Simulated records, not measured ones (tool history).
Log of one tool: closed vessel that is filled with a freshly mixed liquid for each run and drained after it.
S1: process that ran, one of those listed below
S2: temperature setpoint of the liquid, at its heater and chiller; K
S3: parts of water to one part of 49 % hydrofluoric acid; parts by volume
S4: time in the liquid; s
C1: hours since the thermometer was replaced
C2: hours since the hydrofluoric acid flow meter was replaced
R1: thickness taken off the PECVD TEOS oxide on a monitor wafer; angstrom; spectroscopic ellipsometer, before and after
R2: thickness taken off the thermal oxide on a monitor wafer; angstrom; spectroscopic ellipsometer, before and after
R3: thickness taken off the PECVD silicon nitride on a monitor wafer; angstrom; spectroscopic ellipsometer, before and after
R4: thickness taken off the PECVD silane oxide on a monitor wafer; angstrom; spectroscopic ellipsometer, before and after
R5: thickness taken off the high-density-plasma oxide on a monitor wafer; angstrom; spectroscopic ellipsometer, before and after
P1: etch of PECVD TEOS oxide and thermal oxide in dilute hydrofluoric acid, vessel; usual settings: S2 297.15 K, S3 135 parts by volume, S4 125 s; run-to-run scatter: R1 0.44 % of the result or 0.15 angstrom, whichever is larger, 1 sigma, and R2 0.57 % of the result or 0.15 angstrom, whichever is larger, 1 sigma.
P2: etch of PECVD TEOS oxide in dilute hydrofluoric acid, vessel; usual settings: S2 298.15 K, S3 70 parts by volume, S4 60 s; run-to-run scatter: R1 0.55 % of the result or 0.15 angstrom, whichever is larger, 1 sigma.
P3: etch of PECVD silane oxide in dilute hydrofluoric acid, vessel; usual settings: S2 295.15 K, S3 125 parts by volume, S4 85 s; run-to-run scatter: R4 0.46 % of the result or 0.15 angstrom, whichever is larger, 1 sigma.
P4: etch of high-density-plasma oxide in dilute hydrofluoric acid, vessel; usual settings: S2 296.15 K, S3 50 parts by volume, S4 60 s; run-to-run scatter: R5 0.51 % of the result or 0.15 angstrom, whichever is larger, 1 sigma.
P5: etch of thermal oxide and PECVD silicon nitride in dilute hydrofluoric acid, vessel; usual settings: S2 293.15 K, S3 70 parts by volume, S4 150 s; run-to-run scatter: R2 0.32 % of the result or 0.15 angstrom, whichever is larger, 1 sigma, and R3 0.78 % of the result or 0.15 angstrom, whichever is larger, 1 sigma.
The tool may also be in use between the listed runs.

run	hour	S1	S2	S3	S4	C1	C2	R1	R2	R3	R4	R5
1	11.8	P1	297.15	135	125	338.9	678.3	137.57	41.103			
2	20.9	P1	304.15	135	50	348	687.4	71.527	21.569			
3	28.7	P5	293.15	70	150	355.8	695.2		95.34	28.647		
4	38.4	P5	293.15	20	150	365.5	704.9		351.28	96.582		
5	46.2	P1	297.15	70	125	373.3	712.7	288.87	85.236			
6	54	P3	295.15	125	130	381.1	720.5				461.87	
7	62.7	P1	297.15	135	125	389.8	729.2	138.03	41.423			
8	68.9	P1	297.15	135	125	396	735.4	138.06	41.487			
9	74.1	P2	298.15	70	30	401.2	740.6	125.25				
10	81	P3	290.15	125	85	408.1	747.5				247.48	
11	88.5	P3	295.15	125	85	415.6	755				301.55	
12	96	P4	301.65	50	60	423.1	762.5					109.82
13	103.8	P4	296.15	50	60	430.9	770.3					87.645
14	116	P3	295.15	125	85	443.1	782.5				301.41	
15	124.8	P1	291.65	135	125	451.9	791.3	109.9	32.77			
16	134.7	P1	297.15	135	125	461.8	801.2	137.62	41.152			
17	143	P2	294.15	70	60	470.1	809.5	211.59				
18	150.6	P2	298.15	100	60	477.7	817.1	169.58				
19	158.5	P3	295.15	170	85	485.6	825				210.24	
20	166.8	P1	297.15	135	125	493.9	833.3	137.23	40.941			
21	177.5	P4	296.15	50	35	504.6	844					51.158
22	187.9	P5	297.15	70	150	515	854.4		111.46	38.508		
23	195.4	P1	297.15	135	245	522.5	861.9	267.83	80.373			
24	205.8	P1	297.15	135	125	532.9	872.3	137.78	41.067			
25	211.1	P2	298.15	70	60	538.2	877.6	251.91				
26	221.2	P2	298.15	70	60	548.3	887.7	253.52				
27	226.4	P4	296.15	85	60	553.5	892.9					49.84
28	234.8	P1	297.15	200	125	561.9	901.3	86.002	25.372			
29	241.9	P1	303.15	135	125	569	908.4	172.82	51.248			
30	250.5	P5	293.15	70	235	577.6	917		147.68	45.748		
31	256.7	P1	297.15	135	30	583.8	923.2	33.077	9.931			
32	267.8	P1	297.15	135	125	594.9	934.3	136.76	41.176			
33	279.9	P1	297.15	135	125	607	946.4	131.95	39.275			
34	289	P1	297.15	135	125	616.1	955.5	129.48	38.594			
35	299.7	P1	297.15	135	125	626.8	966.2	127.62	38.688			
36	310.9	P1	297.15	135	125	638	977.4	127.77	38.11			
37	317.6	P1	297.15	135	125	644.7	984.1	127.87	38.018			
38	328.6	P1	297.15	135	125	655.7	995.1	126.67	37.707			

What P1 gives has crept away from where it was. These 2 causes fit the log equally well, each at the size given:
A: hydrofluoric acid flow below the setpoint (%) = 6.63
B: liquid colder than its thermometer reads (K) = 2.05
The creep began at about hour 267.8.

4 check runs are offered, one wafer each, their results left as question marks. Which one tells the causes apart?
check 1	339.6	P5	293.15	70	150				?	?		
check 2	339.6	P2	298.15	70	60			?				
check 3	339.6	P4	296.15	50	60							?
check 4	339.6	P3	295.15	125	85						?	

What each check would give under each cause:
check	result	if A	if B
check 1	R2	88.006	86.936
check 1	R3	27.041	25.075
check 2	R1	232.94	231.1
check 3	R5	81.621	80.603
check 4	R4	278.97	277.99
How far apart the two closest causes lie, in the result that separates them most: check 1 7.55 %; check 2 0.8 %; check 3 1.26 %; check 4 0.35 %
Check 1 tells the causes apart: in the others they would give nearly the same result.

Check 1 was then run and gave: R2 88.338 angstrom; R3 27.212 angstrom. Which cause is it?

It is A: hydrofluoric acid flow below the setpoint (%).
